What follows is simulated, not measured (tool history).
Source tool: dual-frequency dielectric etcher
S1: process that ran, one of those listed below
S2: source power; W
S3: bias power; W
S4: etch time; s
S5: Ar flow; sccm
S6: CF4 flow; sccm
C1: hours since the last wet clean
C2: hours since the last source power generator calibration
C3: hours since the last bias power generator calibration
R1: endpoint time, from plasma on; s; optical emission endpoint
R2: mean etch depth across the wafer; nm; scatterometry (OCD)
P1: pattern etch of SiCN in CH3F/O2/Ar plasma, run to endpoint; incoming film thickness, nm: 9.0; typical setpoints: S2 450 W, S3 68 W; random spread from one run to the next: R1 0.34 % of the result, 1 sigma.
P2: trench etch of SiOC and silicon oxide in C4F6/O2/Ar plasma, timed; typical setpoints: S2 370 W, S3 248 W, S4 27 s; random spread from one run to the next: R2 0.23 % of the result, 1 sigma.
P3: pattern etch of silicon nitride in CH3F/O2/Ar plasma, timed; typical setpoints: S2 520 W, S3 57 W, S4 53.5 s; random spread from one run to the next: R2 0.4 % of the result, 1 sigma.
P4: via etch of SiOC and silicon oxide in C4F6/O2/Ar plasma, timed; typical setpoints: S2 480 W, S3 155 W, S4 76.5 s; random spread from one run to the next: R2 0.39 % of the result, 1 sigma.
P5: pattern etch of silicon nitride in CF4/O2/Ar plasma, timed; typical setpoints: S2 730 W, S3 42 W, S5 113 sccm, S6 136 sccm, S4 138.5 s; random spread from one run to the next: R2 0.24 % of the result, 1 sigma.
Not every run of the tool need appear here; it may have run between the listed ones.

| run | day | S1 | S2 | S3 | S4 | S5 | S6 | C1 | C2 | C3 | R1 | R2 |
|---|---|---|---|---|---|---|---|---|---|---|---|---|
| 1 | 0.55 | P1 | 450 | 68 |  |  |  | 257.6 | 904.4 | 568.7 | 24.06 |  |
| 2 | 0.812 | P1 | 450 | 88 |  |  |  | 263.9 | 910.7 | 575 | 22.051 |  |
| 3 | 1.058 | P2 | 370 | 341 | 27 |  |  | 269.8 | 916.6 | 580.9 |  | 63.389 |
| 4 | 1.542 | P1 | 280 | 68 |  |  |  | 281.4 | 928.2 | 592.5 | 28.716 |  |
| 5 | 2.004 | P1 | 450 | 68 |  |  |  | 292.5 | 939.3 | 603.6 | 24.099 |  |
| 6 | 2.529 | P2 | 500 | 248 | 27 |  |  | 305.1 | 951.9 | 616.2 |  | 63.751 |
| 7 | 3.042 | P1 | 450 | 68 |  |  |  | 317.4 | 964.2 | 628.5 | 23.989 |  |
| 8 | 3.462 | P4 | 480 | 155 | 48.5 |  |  | 327.5 | 974.3 | 638.6 |  | 54.903 |
| 9 | 3.729 | P3 | 520 | 77 | 53.5 |  |  | 333.9 | 980.7 | 645 |  | 41.155 |
| 10 | 4.2 | P5 | 730 | 42 | 138.5 | 113 | 136 | 345.2 | 992 | 656.3 |  | 359.47 |
|  | 4.571 | source power generator calibrated |
| 11 | 4.642 | P1 | 550 | 68 |  |  |  | 355.8 | 1.8 | 666.9 | 22.236 |  |
| 12 | 5.104 | P3 | 520 | 57 | 35.5 |  |  | 366.9 | 12.9 | 678 |  | 24.847 |
| 13 | 5.575 | P2 | 370 | 248 | 27 |  |  | 378.2 | 24.2 | 689.3 |  | 56.865 |
| 14 | 6.004 | P4 | 480 | 155 | 76.5 |  |  | 388.5 | 34.5 | 699.6 |  | 86.663 |
| 15 | 6.421 | P1 | 450 | 68 |  |  |  | 398.5 | 44.5 | 709.6 | 24.124 |  |
| 16 | 6.879 | P3 | 520 | 57 | 53.5 |  |  | 409.5 | 55.5 | 720.6 |  | 37.361 |
| 17 | 7.15 | P5 | 730 | 42 | 98.5 | 113 | 136 | 416 | 62 | 727.1 |  | 254.79 |
| 18 | 7.396 | P2 | 370 | 248 | 37.5 |  |  | 421.9 | 67.9 | 733 |  | 79.058 |
| 19 | 7.746 | P1 | 630 | 56 |  |  |  | 430.3 | 76.3 | 741.4 | 22.515 |  |
| 20 | 8.258 | P1 | 600 | 81 |  |  |  | 442.6 | 88.6 | 753.7 | 20.371 |  |
| 21 | 8.646 | P4 | 350 | 155 | 76.5 |  |  | 451.9 | 97.9 | 763 |  | 76.276 |
| 22 | 9.179 | P5 | 940 | 42 | 138.5 | 113 | 136 | 464.7 | 110.7 | 775.8 |  | 447.5 |
| 23 | 9.646 | P3 | 520 | 57 | 53.5 |  |  | 475.9 | 121.9 | 787 |  | 37.422 |
| 24 | 9.933 | P5 | 730 | 28 | 138.5 | 113 | 136 | 482.8 | 128.8 | 793.9 |  | 315.72 |
| 25 | 10.375 | P1 | 560 | 42 |  |  |  | 493.4 | 139.4 | 804.5 | 25.909 |  |
| 26 | 10.767 | P3 | 690 | 57 | 53.5 |  |  | 502.8 | 148.8 | 813.9 |  | 41.797 |
| 27 | 11.125 | P1 | 450 | 68 |  |  |  | 511.4 | 157.4 | 822.5 | 24.025 |  |
| 28 | 11.429 | P5 | 730 | 42 | 138.5 | 89 | 136 | 518.7 | 164.7 | 829.8 |  | 370.23 |
| 29 | 11.688 | P5 | 730 | 42 | 138.5 | 113 | 104 | 524.9 | 170.9 | 836 |  | 345.57 |
| 30 | 12.1 | P4 | 480 | 91 | 76.5 |  |  | 534.8 | 180.8 | 845.9 |  | 73.489 |
| 31 | 12.567 | P1 | 450 | 52 |  |  |  | 546 | 192 | 857.1 | 26.174 |  |
| 32 | 12.808 | P1 | 450 | 68 |  |  |  | 551.8 | 197.8 | 862.9 | 24.11 |  |
| 33 | 13.238 | P1 | 450 | 68 |  |  |  | 562.1 | 208.1 | 873.2 | 24.262 |  |
| 34 | 13.567 | P1 | 450 | 68 |  |  |  | 570 | 216 | 881.1 | 24.36 |  |
| 35 | 13.925 | P1 | 450 | 68 |  |  |  | 578.6 | 224.6 | 889.7 | 24.275 |  |
| 36 | 14.425 | P1 | 450 | 68 |  |  |  | 590.6 | 236.6 | 901.7 | 24.338 |  |
| 37 | 14.912 | P1 | 450 | 68 |  |  |  | 602.3 | 248.3 | 913.4 | 24.458 |  |
|  | 14.996 | wet clean of the chamber |
| 38 | 15.162 | P1 | 450 | 68 |  |  |  | 4 | 254.3 | 919.4 | 24.339 |  |
| 39 | 15.521 | P1 | 450 | 68 |  |  |  | 12.6 | 262.9 | 928 | 24.35 |  |
| 40 | 15.892 | P1 | 450 | 68 |  |  |  | 21.5 | 271.8 | 936.9 | 24.382 |  |

P1 has crept away from where it was. The log is fitted equally well by each of these 2 causes, at the sizes shown:
A: bias power that arrives under what is set, % = 4.81
B: source power that arrives under what is set, % = 4.38
The drift started at roughly day 12.808.
Every other cause this tool's parts could produce, and why it does not fit the log:
chamber walls in a state that lowers the etch rate, %: serviced at day 14.996, after the drift had started, without restoring the earlier output

4 check runs are offered, one wafer each, their results left as question marks. Which one tells the causes apart?
| check 1 | 16.262 | P4 | 480 | 155 | 76.5 |  |  |  |  |  |  | ? |
| check 2 | 16.262 | P5 | 730 | 42 | 138.5 | 113 | 136 |  |  |  |  | ? |
| check 3 | 16.262 | P3 | 520 | 57 | 53.5 |  |  |  |  |  |  | ? |
| check 4 | 16.262 | P2 | 370 | 248 | 27 |  |  |  |  |  |  | ? |

How each check would come out, cause by cause:
| check | result | if A | if B |
|---|---|---|---|
| check 1 | R2 | 84.985 | 84.772 |
| check 2 | R2 | 353.1 | 345.13 |
| check 3 | R2 | 36.887 | 36.818 |
| check 4 | R2 | 55.854 | 55.83 |
Smallest distance between any two causes, each pair judged by its most separating result, in per cent: check 1 0.25 %; check 2 2.28 %; check 3 0.19 %; check 4 0.04 %
Check 2 is the one run that separates the causes; every other check would come out nearly the same whichever cause is at work.

Then check 2 was run and gave: R2 345.25 nm. Which cause is it?

Of the candidate causes, it is B: source power that arrives under what is set, %.
